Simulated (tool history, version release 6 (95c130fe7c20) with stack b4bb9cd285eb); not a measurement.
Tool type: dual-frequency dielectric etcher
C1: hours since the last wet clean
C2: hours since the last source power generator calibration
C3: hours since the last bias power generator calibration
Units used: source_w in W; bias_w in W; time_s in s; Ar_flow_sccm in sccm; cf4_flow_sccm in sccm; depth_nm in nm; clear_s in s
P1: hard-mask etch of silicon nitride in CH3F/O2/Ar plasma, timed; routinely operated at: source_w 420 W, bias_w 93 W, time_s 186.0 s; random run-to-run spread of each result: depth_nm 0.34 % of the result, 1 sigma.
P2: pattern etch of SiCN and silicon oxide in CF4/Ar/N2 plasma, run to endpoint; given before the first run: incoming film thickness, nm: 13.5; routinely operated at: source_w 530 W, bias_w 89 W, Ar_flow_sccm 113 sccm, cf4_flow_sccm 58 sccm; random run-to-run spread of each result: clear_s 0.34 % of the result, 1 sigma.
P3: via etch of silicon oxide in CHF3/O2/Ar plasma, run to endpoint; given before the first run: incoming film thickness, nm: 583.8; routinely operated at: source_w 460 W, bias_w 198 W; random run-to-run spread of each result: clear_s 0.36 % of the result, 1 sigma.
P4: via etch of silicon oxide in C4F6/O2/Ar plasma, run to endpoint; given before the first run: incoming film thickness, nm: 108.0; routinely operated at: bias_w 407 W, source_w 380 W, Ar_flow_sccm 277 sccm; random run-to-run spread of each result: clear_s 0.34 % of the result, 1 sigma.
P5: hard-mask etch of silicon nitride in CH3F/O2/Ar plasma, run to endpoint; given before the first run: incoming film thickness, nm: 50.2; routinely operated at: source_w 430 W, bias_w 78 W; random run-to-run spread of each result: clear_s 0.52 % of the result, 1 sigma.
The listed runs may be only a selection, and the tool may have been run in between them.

Run 1, hour 10.7: process P1, source_w 420 W, bias_w 93 W, time_s 186.0 s; C1 224.6; C2 2236.6; C3 269.4. Result: depth_nm 145.160 nm.
Run 2, hour 17.2: process P5, source_w 430 W, bias_w 47 W; C1 231.1; C2 2243.1; C3 275.9. Result: clear_s 79.283 s.
Run 3, hour 29.4: process P1, source_w 420 W, bias_w 93 W, time_s 186.0 s; C1 243.3; C2 2255.3; C3 288.1. Result: depth_nm 144.750 nm.
Run 4, hour 40.2: process P1, source_w 420 W, bias_w 93 W, time_s 246.0 s; C1 254.1; C2 2266.1; C3 298.9. Result: depth_nm 192.280 nm.
Run 5, hour 48.5: process P1, source_w 420 W, bias_w 93 W, time_s 186.0 s; C1 262.4; C2 2274.4; C3 307.2. Result: depth_nm 145.480 nm.
Run 6, hour 55.3: process P1, source_w 550 W, bias_w 93 W, time_s 186.0 s; C1 269.2; C2 2281.2; C3 314.0. Result: depth_nm 160.930 nm.
Run 7, hour 61.9: process P1, source_w 560 W, bias_w 93 W, time_s 237.0 s; C1 275.8; C2 2287.8; C3 320.6. Result: depth_nm 205.490 nm.
Run 8, hour 74.9: process P2, source_w 530 W, bias_w 56 W, Ar_flow_sccm 113 sccm, cf4_flow_sccm 58 sccm; C1 288.8; C2 2300.8; C3 333.6. Result: clear_s 15.299 s.
Run 9, hour 84.6: process P2, source_w 530 W, bias_w 89 W, Ar_flow_sccm 88 sccm, cf4_flow_sccm 58 sccm; C1 298.5; C2 2310.5; C3 343.3. Result: clear_s 12.580 s.
Run 10, hour 97.3: process P1, source_w 420 W, bias_w 93 W, time_s 186.0 s; C1 311.2; C2 2323.2; C3 356.0. Result: depth_nm 145.490 nm.
Run 11, hour 104.5: process P3, source_w 460 W, bias_w 266 W; C1 318.4; C2 2330.4; C3 363.2. Result: clear_s 275.690 s.
Run 12, hour 112.8: process P3, source_w 320 W, bias_w 198 W; C1 326.7; C2 2338.7; C3 371.5. Result: clear_s 352.620 s.
Run 13, hour 120.7: process P2, source_w 530 W, bias_w 89 W, Ar_flow_sccm 113 sccm, cf4_flow_sccm 39 sccm; C1 334.6; C2 2346.6; C3 379.4. Result: clear_s 13.868 s.
Run 14, hour 131.3: process P1, source_w 420 W, bias_w 125 W, time_s 186.0 s; C1 345.2; C2 2357.2; C3 390.0. Result: depth_nm 162.240 nm.
Run 15, hour 140.8: process P5, source_w 430 W, bias_w 78 W; C1 354.7; C2 2366.7; C3 399.5. Result: clear_s 66.300 s.
Run 16, hour 147.0: process P4, source_w 380 W, bias_w 486 W, Ar_flow_sccm 277 sccm; C1 360.9; C2 2372.9; C3 405.7. Result: clear_s 24.346 s.
Run 17, hour 159.1: process P2, source_w 530 W, bias_w 89 W, Ar_flow_sccm 113 sccm, cf4_flow_sccm 58 sccm; C1 373.0; C2 2385.0; C3 417.8. Result: clear_s 12.941 s.
Run 18, hour 171.5: process P1, source_w 420 W, bias_w 93 W, time_s 186.0 s; C1 385.4; C2 2397.4; C3 430.2. Result: depth_nm 145.340 nm.
Run 19, hour 180.7: process P4, source_w 240 W, bias_w 407 W, Ar_flow_sccm 277 sccm; C1 394.6; C2 2406.6; C3 439.4. Result: clear_s 30.935 s.
Run 20, hour 192.8: process P4, source_w 380 W, bias_w 407 W, Ar_flow_sccm 163 sccm; C1 406.7; C2 2418.7; C3 451.5. Result: clear_s 24.433 s.
Run 21, hour 203.0: process P2, source_w 390 W, bias_w 89 W, Ar_flow_sccm 113 sccm, cf4_flow_sccm 58 sccm; C1 416.9; C2 2428.9; C3 461.7. Result: clear_s 16.904 s.
Run 22, hour 210.0: process P5, source_w 260 W, bias_w 78 W; C1 423.9; C2 2435.9; C3 468.7. Result: clear_s 80.639 s.
Run 23, hour 221.7: process P5, source_w 430 W, bias_w 78 W; C1 435.6; C2 2447.6; C3 480.4. Result: clear_s 66.706 s.
Run 24, hour 228.7: process P1, source_w 280 W, bias_w 93 W, time_s 186.0 s; C1 442.6; C2 2454.6; C3 487.4. Result: depth_nm 124.670 nm.
Run 25, hour 237.0: process P3, source_w 460 W, bias_w 198 W; C1 450.9; C2 2462.9; C3 495.7. Result: clear_s 306.030 s.
Run 26, hour 248.4: process P4, source_w 380 W, bias_w 407 W, Ar_flow_sccm 277 sccm; C1 462.3; C2 2474.3; C3 507.1. Result: clear_s 25.861 s.
Run 27, hour 259.0: process P1, source_w 420 W, bias_w 71 W, time_s 186.0 s; C1 472.9; C2 2484.9; C3 517.7. Result: depth_nm 132.420 nm.
Run 28, hour 264.8: process P1, source_w 420 W, bias_w 93 W, time_s 102.5 s; C1 478.7; C2 2490.7; C3 523.5. Result: depth_nm 79.697 nm.
Run 29, hour 272.0: process P2, source_w 530 W, bias_w 89 W, Ar_flow_sccm 113 sccm, cf4_flow_sccm 58 sccm; C1 485.9; C2 2497.9; C3 530.7. Result: clear_s 13.019 s.
Run 30, hour 285.0: process P1, source_w 420 W, bias_w 93 W, time_s 186.0 s; C1 498.9; C2 2510.9; C3 543.7. Result: depth_nm 146.090 nm.
Run 31, hour 297.6: process P1, source_w 420 W, bias_w 93 W, time_s 186.0 s; C1 511.5; C2 2523.5; C3 556.3. Result: depth_nm 144.080 nm.
Run 32, hour 307.7: process P1, source_w 420 W, bias_w 93 W, time_s 186.0 s; C1 521.6; C2 2533.6; C3 566.4. Result: depth_nm 144.030 nm.
Run 33, hour 315.6: process P1, source_w 420 W, bias_w 93 W, time_s 186.0 s; C1 529.5; C2 2541.5; C3 574.3. Result: depth_nm 143.360 nm.
At hour 323.8: wet clean of the chamber.
Run 34, hour 324.4: process P1, source_w 420 W, bias_w 93 W, time_s 186.0 s; C1 0.7; C2 2550.3; C3 583.1. Result: depth_nm 144.220 nm.
Run 35, hour 335.5: process P1, source_w 420 W, bias_w 93 W, time_s 186.0 s; C1 11.8; C2 2561.4; C3 594.2. Result: depth_nm 143.630 nm.
Run 36, hour 342.0: process P1, source_w 420 W, bias_w 93 W, time_s 186.0 s; C1 18.3; C2 2567.9; C3 600.7. Result: depth_nm 143.180 nm.
Run 37, hour 354.1: process P1, source_w 420 W, bias_w 93 W, time_s 186.0 s; C1 30.4; C2 2580.0; C3 612.8. Result: depth_nm 143.560 nm.
Run 38, hour 367.1: process P1, source_w 420 W, bias_w 93 W, time_s 186.0 s; C1 43.4; C2 2593.0; C3 625.8. Result: depth_nm 144.090 nm.

P1 has crept away from where it was. The log is fitted equally well by each of these 2 causes, at the sizes shown:
A: source power that arrives under what is set, % = 4.44
B: bias power that arrives under what is set, % = 4.62
Creep in the process output first set in at about hour 285.0.
Why every other cause is out:
chamber walls in a state that lowers the etch rate, %: serviced at hour 323.8, which brought nothing back

Which of the 4 check runs listed below, each an average over 2 wafers with its results shown as question marks, gives clearly different results under the different listed causes?
Run check 1, hour 380.1: process P4, source_w 290 W, bias_w 407 W, Ar_flow_sccm 186 sccm. Result: clear_s ?.
Run check 2, hour 380.1: process P3, source_w 340 W, bias_w 227 W. Result: clear_s ?.
Run check 3, hour 380.1: process P5, source_w 430 W, bias_w 61 W. Result: clear_s ?.
Run check 4, hour 380.1: process P2, source_w 430 W, bias_w 70 W, Ar_flow_sccm 113 sccm, cf4_flow_sccm 58 sccm. Result: clear_s ?.

How each check would come out, cause by cause:
  check   result     if A     if B
check 1  clear_s   27.902   27.918
check 2  clear_s  332.480  332.530
check 3  clear_s   73.816   73.665
check 4  clear_s   17.677   17.272
Per check, the gap between the least separated pair of causes, taken in the result that splits them most: check 1 0.06 %; check 2 0.02 %; check 3 0.2 %; check 4 2.32 %
The causes can be told apart only by check 4. The other checks would give nearly the same results under each of them.

Check 4 has now been run. It gave: clear_s 17.628 s. Which of the candidate causes is it?

The cause is A: source power that arrives under what is set, %.

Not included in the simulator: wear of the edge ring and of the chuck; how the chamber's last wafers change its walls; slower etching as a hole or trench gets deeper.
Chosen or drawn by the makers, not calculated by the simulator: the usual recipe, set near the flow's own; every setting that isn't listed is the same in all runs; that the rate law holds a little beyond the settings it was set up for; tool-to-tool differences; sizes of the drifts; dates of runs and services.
